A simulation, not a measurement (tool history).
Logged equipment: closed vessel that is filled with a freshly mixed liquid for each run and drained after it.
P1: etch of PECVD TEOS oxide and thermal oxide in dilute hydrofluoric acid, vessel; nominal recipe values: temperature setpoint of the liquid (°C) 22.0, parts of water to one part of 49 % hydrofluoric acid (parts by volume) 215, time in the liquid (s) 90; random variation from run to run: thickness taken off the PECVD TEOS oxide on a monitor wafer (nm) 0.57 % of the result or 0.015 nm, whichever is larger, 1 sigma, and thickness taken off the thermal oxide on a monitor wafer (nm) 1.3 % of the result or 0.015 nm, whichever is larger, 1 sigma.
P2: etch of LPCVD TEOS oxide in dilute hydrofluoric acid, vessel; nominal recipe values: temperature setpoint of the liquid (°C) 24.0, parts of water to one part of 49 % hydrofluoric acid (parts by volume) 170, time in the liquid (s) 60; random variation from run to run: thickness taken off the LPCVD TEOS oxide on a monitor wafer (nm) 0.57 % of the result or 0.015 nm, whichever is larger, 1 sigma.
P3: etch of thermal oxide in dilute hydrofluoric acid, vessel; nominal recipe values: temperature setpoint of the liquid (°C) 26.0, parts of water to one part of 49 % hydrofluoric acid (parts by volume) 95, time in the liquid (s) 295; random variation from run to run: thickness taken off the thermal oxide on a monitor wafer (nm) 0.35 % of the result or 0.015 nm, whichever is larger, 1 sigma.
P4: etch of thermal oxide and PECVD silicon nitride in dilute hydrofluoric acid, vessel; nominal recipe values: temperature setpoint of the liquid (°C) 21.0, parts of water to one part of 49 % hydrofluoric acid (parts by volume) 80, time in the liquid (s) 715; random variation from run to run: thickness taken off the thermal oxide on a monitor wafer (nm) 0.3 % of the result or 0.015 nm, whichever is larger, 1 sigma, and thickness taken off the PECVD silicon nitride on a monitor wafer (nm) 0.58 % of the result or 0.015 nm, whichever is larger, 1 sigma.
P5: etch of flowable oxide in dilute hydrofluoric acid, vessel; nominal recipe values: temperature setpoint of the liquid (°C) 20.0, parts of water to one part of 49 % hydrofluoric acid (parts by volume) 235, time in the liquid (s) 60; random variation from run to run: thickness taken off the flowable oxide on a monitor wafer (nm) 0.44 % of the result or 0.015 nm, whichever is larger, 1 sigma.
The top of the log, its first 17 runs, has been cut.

run	hour	process that ran	temperature setpoint of the liquid (°C)	parts of water to one part of 49 % hydrofluoric acid (parts by volume)	time in the liquid (s)	thickness taken off the PECVD TEOS oxide on a monitor wafer (nm)	thickness taken off the thermal oxide on a monitor wafer (nm)	thickness taken off the LPCVD TEOS oxide on a monitor wafer (nm)	thickness taken off the flowable oxide on a monitor wafer (nm)	thickness taken off the PECVD silicon nitride on a monitor wafer (nm)
18	157.5	P3	26.0	40	295		40.37700			
19	165.8	P5	17.0	235	60				4.8544	
20	174.7	P4	21.0	80	715		37.59700			19.727
21	185.2	P4	21.0	120	715		23.86400			13.398
22	190.9	P5	20.0	335	60				3.5421	
23	196.7	P3	21.0	95	295		13.04100			
24	209.2	P3	26.0	95	30		1.62960			
25	216.3	P1	17.0	360	90	3.3375	0.74279			
26	227.6	P5	20.0	235	60				5.4377	
27	237.8	P2	17.0	170	60			8.2042		
# hour 240.6: thermometer replaced
28	244.0	P1	17.0	215	90	6.3270	1.39560			
29	256.8	P1	22.0	215	35	3.0019	0.68732			
30	264.9	P4	21.0	80	1110		58.06200			30.472
31	272.6	P2	24.0	35	60			61.2730		
32	283.3	P1	22.0	215	90	7.6936	1.71270			
33	289.9	P1	29.5	215	90	9.9915	2.25240			
34	296.9	P1	22.0	215	90	7.7385	1.73670			
35	306.9	P1	22.0	215	90	7.9520	1.77590			

Estimate the outcome of run 36 from the log above:
36	316.5	P1	22.0	215	90	?	?			

Run 36 produced thickness taken off the PECVD TEOS oxide on a monitor wafer (nm) 8.0352, thickness taken off the thermal oxide on a monitor wafer (nm) 1.79250.
